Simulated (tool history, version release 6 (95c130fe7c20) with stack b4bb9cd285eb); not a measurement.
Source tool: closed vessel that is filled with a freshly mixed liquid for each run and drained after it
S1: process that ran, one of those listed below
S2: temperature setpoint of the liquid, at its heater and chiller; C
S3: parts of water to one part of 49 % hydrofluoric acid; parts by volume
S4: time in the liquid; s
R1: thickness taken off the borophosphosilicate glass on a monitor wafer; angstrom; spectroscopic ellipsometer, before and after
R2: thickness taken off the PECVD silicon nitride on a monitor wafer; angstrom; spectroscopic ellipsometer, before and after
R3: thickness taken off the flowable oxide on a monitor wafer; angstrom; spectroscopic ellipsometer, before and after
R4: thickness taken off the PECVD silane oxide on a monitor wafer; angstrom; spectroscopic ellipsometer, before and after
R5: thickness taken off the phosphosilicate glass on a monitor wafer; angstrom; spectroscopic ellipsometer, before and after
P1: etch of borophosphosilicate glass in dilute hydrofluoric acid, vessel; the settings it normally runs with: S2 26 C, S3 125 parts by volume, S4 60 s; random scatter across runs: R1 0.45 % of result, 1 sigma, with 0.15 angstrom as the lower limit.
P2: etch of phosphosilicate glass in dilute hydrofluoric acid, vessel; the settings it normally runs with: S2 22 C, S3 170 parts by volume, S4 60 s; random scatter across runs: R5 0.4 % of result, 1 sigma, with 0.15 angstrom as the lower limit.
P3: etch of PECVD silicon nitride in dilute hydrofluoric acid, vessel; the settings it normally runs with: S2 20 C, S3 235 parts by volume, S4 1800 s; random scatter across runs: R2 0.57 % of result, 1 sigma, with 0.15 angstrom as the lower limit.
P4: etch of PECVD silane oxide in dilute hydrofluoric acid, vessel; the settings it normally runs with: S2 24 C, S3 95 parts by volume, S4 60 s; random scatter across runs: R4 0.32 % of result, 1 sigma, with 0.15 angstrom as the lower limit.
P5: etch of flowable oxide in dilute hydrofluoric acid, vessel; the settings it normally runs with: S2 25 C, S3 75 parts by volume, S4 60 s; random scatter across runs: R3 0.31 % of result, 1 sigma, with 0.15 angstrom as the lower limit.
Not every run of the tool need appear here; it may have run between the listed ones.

Run 1, hour 8.1: S1 P1, S2 26 C, S3 125 parts by volume, S4 60 s. Result: R1 160.06 angstrom.
Run 2, hour 17.7: S1 P3, S2 20 C, S3 95 parts by volume, S4 1800 s. Result: R2 243.45 angstrom.
Run 3, hour 24.9: S1 P3, S2 27.5 C, S3 235 parts by volume, S4 1800 s. Result: R2 161.81 angstrom.
Run 4, hour 34.9: S1 P3, S2 20 C, S3 235 parts by volume, S4 145 s. Result: R2 7.9049 angstrom.
Run 5, hour 41.7: S1 P1, S2 26 C, S3 125 parts by volume, S4 60 s. Result: R1 161.28 angstrom.
Run 6, hour 50.6: S1 P5, S2 25 C, S3 75 parts by volume, S4 60 s. Result: R3 483.56 angstrom.
Run 7, hour 59.3: S1 P1, S2 26 C, S3 125 parts by volume, S4 60 s. Result: R1 160.26 angstrom.
Run 8, hour 69.2: S1 P1, S2 26 C, S3 75 parts by volume, S4 30 s. Result: R1 142.15 angstrom.
Run 9, hour 80.2: S1 P1, S2 26 C, S3 125 parts by volume, S4 30 s. Result: R1 79.639 angstrom.
Run 10, hour 92.8: S1 P5, S2 29 C, S3 75 parts by volume, S4 60 s. Result: R3 565.45 angstrom.
Run 11, hour 103.3: S1 P1, S2 26 C, S3 125 parts by volume, S4 60 s. Result: R1 159.74 angstrom.
Run 12, hour 115.1: S1 P1, S2 32 C, S3 125 parts by volume, S4 60 s. Result: R1 200.9 angstrom.
Run 13, hour 126.5: S1 P1, S2 26 C, S3 125 parts by volume, S4 90 s. Result: R1 240.97 angstrom.
Run 14, hour 135.2: S1 P4, S2 32 C, S3 95 parts by volume, S4 60 s. Result: R4 364.9 angstrom.
Run 15, hour 143.8: S1 P5, S2 25 C, S3 140 parts by volume, S4 60 s. Result: R3 238.15 angstrom.
Run 16, hour 151.3: S1 P4, S2 24 C, S3 20 parts by volume, S4 60 s. Result: R4 1408.5 angstrom.
Run 17, hour 165.5: S1 P2, S2 28.5 C, S3 170 parts by volume, S4 60 s. Result: R5 383.98 angstrom.
Run 18, hour 178.4: S1 P3, S2 20 C, S3 235 parts by volume, S4 1800 s. Result: R2 100.78 angstrom.
Run 19, hour 189.1: S1 P2, S2 22 C, S3 170 parts by volume, S4 60 s. Result: R5 301.09 angstrom.
Run 20, hour 199.4: S1 P1, S2 26 C, S3 75 parts by volume, S4 30 s. Result: R1 142.03 angstrom.
Run 21, hour 211.2: S1 P1, S2 26 C, S3 125 parts by volume, S4 60 s. Result: R1 160.44 angstrom.
Run 22, hour 219.4: S1 P4, S2 24 C, S3 95 parts by volume, S4 60 s. Result: R4 268.43 angstrom.
Run 23, hour 233.1: S1 P1, S2 26 C, S3 125 parts by volume, S4 60 s. Result: R1 161.49 angstrom.
Run 24, hour 245.9: S1 P2, S2 22 C, S3 170 parts by volume, S4 115 s. Result: R5 578.9 angstrom.
Run 25, hour 256.6: S1 P1, S2 21.5 C, S3 125 parts by volume, S4 60 s. Result: R1 134.82 angstrom.
Run 26, hour 268.4: S1 P1, S2 26 C, S3 80 parts by volume, S4 60 s. Result: R1 266.64 angstrom.
Run 27, hour 278.3: S1 P3, S2 20 C, S3 235 parts by volume, S4 1800 s. Result: R2 101.44 angstrom.
Run 28, hour 292: S1 P1, S2 26 C, S3 205 parts by volume, S4 60 s. Result: R1 89.359 angstrom.
Run 29, hour 305.9: S1 P5, S2 25 C, S3 75 parts by volume, S4 60 s. Result: R3 482.24 angstrom.
Run 30, hour 320.3: S1 P5, S2 25 C, S3 75 parts by volume, S4 115 s. Result: R3 927.36 angstrom.
Run 31, hour 334.2: S1 P4, S2 24 C, S3 95 parts by volume, S4 110 s. Result: R4 491.93 angstrom.
Run 32, hour 343.9: S1 P2, S2 22 C, S3 75 parts by volume, S4 60 s. Result: R5 755.16 angstrom.
Run 33, hour 354.8: S1 P1, S2 26 C, S3 125 parts by volume, S4 60 s. Result: R1 159.41 angstrom.
Run 34, hour 363.7: S1 P1, S2 26 C, S3 125 parts by volume, S4 60 s. Result: R1 157.83 angstrom.
Run 35, hour 374.5: S1 P1, S2 26 C, S3 125 parts by volume, S4 60 s. Result: R1 153.86 angstrom.
Run 36, hour 385.6: S1 P1, S2 26 C, S3 125 parts by volume, S4 60 s. Result: R1 150.92 angstrom.
Run 37, hour 398.5: S1 P1, S2 26 C, S3 125 parts by volume, S4 60 s. Result: R1 151.42 angstrom.
Run 38, hour 411.7: S1 P1, S2 26 C, S3 125 parts by volume, S4 60 s. Result: R1 149.71 angstrom.
Run 39, hour 419.9: S1 P1, S2 26 C, S3 125 parts by volume, S4 60 s. Result: R1 150.71 angstrom.
Run 40, hour 430.3: S1 P1, S2 26 C, S3 125 parts by volume, S4 60 s. Result: R1 149.26 angstrom.
Run 41, hour 441.4: S1 P1, S2 26 C, S3 125 parts by volume, S4 60 s. Result: R1 149.56 angstrom.
Run 42, hour 447.9: S1 P1, S2 26 C, S3 125 parts by volume, S4 60 s. Result: R1 147.26 angstrom.
Run 43, hour 460.1: S1 P1, S2 26 C, S3 125 parts by volume, S4 60 s. Result: R1 147.91 angstrom.

P1 has crept away from where it was. The log is fitted equally well by each of these 2 causes, at the sizes shown:
A: liquid colder than its thermometer reads (K) = 2.03
B: hydrofluoric acid flow below the setpoint (%) = 6.5
At approximately hour 354.8, the process output began to creep.

Which of the 4 check runs listed below, each an average over 2 wafers with its results shown as question marks, gives clearly different results under the different listed causes?
Run check 1, hour 472.3: S1 P3, S2 24 C, S3 235 parts by volume, S4 330 s. Result: R2 ?.
Run check 2, hour 472.3: S1 P5, S2 25 C, S3 140 parts by volume, S4 85 s. Result: R3 ?.
Run check 3, hour 472.3: S1 P2, S2 25.5 C, S3 170 parts by volume, S4 110 s. Result: R5 ?.
Run check 4, hour 472.3: S1 P4, S2 31.5 C, S3 95 parts by volume, S4 100 s. Result: R4 ?.

What each check would give under each cause:
  check  result    if A    if B
check 1      R2  20.924  22.248
check 2      R3  312.62  312.47
check 3      R5  586.36  583.68
check 4      R4  554.55  554.14
Gap, in per cent, between the two causes that each check separates least, read from the result that separates them most: check 1 6.14 %; check 2 0.05 %; check 3 0.46 %; check 4 0.07 %
Check 1 tells the causes apart: in the others they would give nearly the same result.

With check 1 done, the readings were: R2 20.977 angstrom. Identify which of the listed causes applies.

The correct cause is A, namely: liquid colder than its thermometer reads (K).
